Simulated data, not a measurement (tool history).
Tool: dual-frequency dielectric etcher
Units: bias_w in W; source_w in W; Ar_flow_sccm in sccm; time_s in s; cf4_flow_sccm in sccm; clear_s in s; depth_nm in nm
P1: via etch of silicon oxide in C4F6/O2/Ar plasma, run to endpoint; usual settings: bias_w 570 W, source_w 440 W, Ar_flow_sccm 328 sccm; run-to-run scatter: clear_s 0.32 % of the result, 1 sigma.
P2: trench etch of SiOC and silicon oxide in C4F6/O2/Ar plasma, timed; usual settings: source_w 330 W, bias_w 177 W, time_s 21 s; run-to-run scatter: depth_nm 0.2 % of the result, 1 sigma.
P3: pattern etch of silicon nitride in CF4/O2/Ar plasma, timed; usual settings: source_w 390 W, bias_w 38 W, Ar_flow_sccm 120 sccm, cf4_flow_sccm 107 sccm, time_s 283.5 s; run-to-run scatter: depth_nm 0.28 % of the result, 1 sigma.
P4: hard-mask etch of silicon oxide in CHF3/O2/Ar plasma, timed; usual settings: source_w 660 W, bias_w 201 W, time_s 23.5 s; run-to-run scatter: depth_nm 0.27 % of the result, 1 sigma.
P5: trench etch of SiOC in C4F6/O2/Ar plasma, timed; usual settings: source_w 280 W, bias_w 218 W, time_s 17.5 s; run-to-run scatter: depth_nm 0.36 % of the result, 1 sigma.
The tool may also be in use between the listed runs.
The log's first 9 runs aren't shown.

run     day  process  bias_w  source_w  Ar_flow_sccm  time_s  cf4_flow_sccm  clear_s  depth_nm
 10   4.883       P1     570       440           328                          27.157
 11   5.525       P1     570       440           328                          26.908
 12   6.054       P2     177       330                    26                            47.188
 13   6.525       P3      38       390           158   283.5            107             379.52
 14   6.896       P1     364       440           447                          32.924
 15   7.462       P2     212       330                    21                            40.515
 16    7.75       P3      38       390           120   283.5             74              374.9
 17   8.092       P4     201       900                  23.5                            57.095
 18    8.75       P1     570       440           423                          27.872
 19   9.079       P1     570       330           328                          30.014
 20   9.471       P1     570       440           328                          27.052
 21      10       P5     218       280                  17.5                            33.276
 22  10.646       P5     154       280                  17.5                             29.67
 23  11.183       P5     218       190                  17.5                            28.662
 24  11.712       P1     570       540           328                          25.052
 25   12.15       P4     201       660                    33                             70.73
 26  12.512       P3      38       390           120   283.5            107             393.35
 27  12.838       P1     570       440           328                          27.011
 28  13.346       P1     570       440           328                          27.129
 29  13.662       P3      38       390           120     366            107             506.67
 30  14.204       P1     376       440           328                          31.303
 31  14.571       P3      29       390           120   283.5            107             359.65
 32  15.021       P3      38       260           120   283.5            107             276.17
 33  15.533       P1     785       520           328                           22.43

Forecast run 34:
 34  16.183       P5     218       280                  21.5                                 ?

Run 34 gave depth_nm 40.91 nm.

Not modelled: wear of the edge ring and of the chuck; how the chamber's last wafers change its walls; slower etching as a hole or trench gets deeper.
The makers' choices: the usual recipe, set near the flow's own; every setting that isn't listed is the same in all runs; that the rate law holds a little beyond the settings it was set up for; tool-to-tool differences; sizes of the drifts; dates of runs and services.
